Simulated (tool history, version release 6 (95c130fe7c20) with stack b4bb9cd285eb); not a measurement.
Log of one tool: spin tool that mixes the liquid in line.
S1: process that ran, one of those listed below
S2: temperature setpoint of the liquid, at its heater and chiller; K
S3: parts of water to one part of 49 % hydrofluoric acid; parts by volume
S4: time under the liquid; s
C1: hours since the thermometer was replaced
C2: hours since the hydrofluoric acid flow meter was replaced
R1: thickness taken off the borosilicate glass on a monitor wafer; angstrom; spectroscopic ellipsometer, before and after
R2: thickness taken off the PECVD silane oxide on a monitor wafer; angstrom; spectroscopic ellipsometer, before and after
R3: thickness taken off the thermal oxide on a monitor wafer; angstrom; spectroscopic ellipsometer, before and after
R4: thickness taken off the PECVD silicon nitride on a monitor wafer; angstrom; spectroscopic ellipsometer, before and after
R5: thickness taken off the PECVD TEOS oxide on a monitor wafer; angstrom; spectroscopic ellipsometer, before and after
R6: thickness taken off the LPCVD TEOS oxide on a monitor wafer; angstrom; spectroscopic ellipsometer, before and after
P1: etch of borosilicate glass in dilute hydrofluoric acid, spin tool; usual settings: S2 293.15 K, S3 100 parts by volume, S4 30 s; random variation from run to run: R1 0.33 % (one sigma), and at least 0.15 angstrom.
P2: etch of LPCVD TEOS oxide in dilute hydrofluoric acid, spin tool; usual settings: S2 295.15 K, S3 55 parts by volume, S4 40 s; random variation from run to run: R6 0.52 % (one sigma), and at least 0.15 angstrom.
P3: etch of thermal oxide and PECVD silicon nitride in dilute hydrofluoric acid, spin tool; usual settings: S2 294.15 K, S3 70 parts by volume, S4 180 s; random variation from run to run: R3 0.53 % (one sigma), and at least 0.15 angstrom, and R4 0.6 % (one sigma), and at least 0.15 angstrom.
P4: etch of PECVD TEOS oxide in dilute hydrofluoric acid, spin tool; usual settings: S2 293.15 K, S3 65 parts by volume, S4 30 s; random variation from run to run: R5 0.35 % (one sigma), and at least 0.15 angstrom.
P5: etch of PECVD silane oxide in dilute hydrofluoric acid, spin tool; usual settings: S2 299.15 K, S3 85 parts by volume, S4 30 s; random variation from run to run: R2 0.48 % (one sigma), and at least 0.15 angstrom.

run	hour	S1	S2	S3	S4	C1	C2	R1	R2	R3	R4	R5	R6
1	4.1	P1	293.15	100	30	927.7	379.5	111.32					
2	8.2	P1	293.15	165	30	931.8	383.6	63.121					
3	11.8	P5	299.15	85	30	935.4	387.2		141.15				
4	17	P1	293.15	100	30	940.6	392.4	110.93					
5	21	P3	294.15	20	180	944.6	396.4			435.78	184.48		
6	26.3	P1	293.15	30	30	949.9	401.7	399.78					
7	29.9	P4	293.15	65	15	953.5	405.3					43.304	
8	33.6	P4	290.15	65	30	957.2	409					76.542	
9	38	P1	293.15	100	30	961.6	413.4	111.73					
10	44.2	P3	294.15	70	15	967.8	419.6			9.9725	4.4103		
11	47.7	P1	293.15	100	50	971.3	423.1	185.97					
12	50.9	P1	293.15	100	30	974.5	426.3	112.05					
# hour 53.2: thermometer replaced
13	54.1	P5	299.15	85	30	0.9	429.5		140.42				
14	57.9	P4	293.15	65	30	4.7	433.3					86.873	
15	63.5	P2	295.15	20	40	10.3	438.9						340.35
16	69.7	P3	290.15	70	180	16.5	445.1			99.374	42.064		
17	74.5	P3	294.15	70	180	21.3	449.9			116.54	54.145		
18	78.5	P5	299.15	45	30	25.3	453.9		279.28				
19	81.6	P1	293.15	100	30	28.4	457	111.93					
20	84.4	P2	299.65	55	40	31.2	459.8						142.54
21	87.6	P5	305.65	85	30	34.4	463		181.74				
22	93.1	P1	293.15	100	30	39.9	468.5	111.18					
23	98.1	P1	293.15	100	15	44.9	473.5	55.695					
24	101.9	P2	295.15	55	15	48.7	477.3						44.583
25	108.2	P1	290.15	100	50	55	483.6	164.25					
26	112.7	P5	299.15	85	15	59.5	488.1		70.088				
27	117.9	P2	295.15	55	40	64.7	493.3						118.38
28	120.8	P1	290.15	100	30	67.6	496.2	98.436					
29	124.7	P4	293.15	95	30	71.5	500.1					57.989	
30	130.2	P1	300.15	100	30	77	505.6	147.75					
31	133.8	P1	293.15	100	30	80.6	509.2	111.43					
32	136.8	P1	293.15	100	30	83.6	512.2	109.88					
33	143	P1	293.15	100	30	89.8	518.4	107.99					
34	146.3	P1	293.15	100	30	93.1	521.7	107.33					
35	151.3	P1	293.15	100	30	98.1	526.7	106.01					
36	154.2	P1	293.15	100	30	101	529.6	105.2					
37	160.2	P1	293.15	100	30	107	535.6	105.81					
38	166.1	P1	293.15	100	30	112.9	541.5	105.46					
39	171.4	P1	293.15	100	30	118.2	546.8	104.87					
40	175.1	P1	293.15	100	30	121.9	550.5	104.96					
41	178.8	P1	293.15	100	30	125.6	554.2	104.99					

What P1 gives has crept away from where it was. These 2 causes fit the log equally well, each at the size given:
A: hydrofluoric acid flow below the setpoint (%) = 5.41
B: liquid colder than its thermometer reads (K) = 1.5
The creep began at about hour 133.8.

4 check runs are offered, one wafer each, their results left as question marks. Which one tells the causes apart?
check 1	182.5	P4	293.15	65	30							?	
check 2	182.5	P3	294.15	70	180					?	?		
check 3	182.5	P5	299.15	85	30				?				
check 4	182.5	P2	295.15	55	40								?

What each check would give under each cause:
check	result	if A	if B
check 1	R5	81.737	81.458
check 2	R3	110.23	109.97
check 2	R4	52.002	49.524
check 3	R2	132.01	132.34
check 4	R6	111.14	110.78
How far apart the two closest causes lie, in the result that separates them most: check 1 0.34 %; check 2 4.88 %; check 3 0.26 %; check 4 0.32 %
Check 2 tells the causes apart: in the others they would give nearly the same result.

Check 2 was then run and gave: R3 109.91 angstrom; R4 48.837 angstrom. Which cause is it?

It is B: liquid colder than its thermometer reads (K).
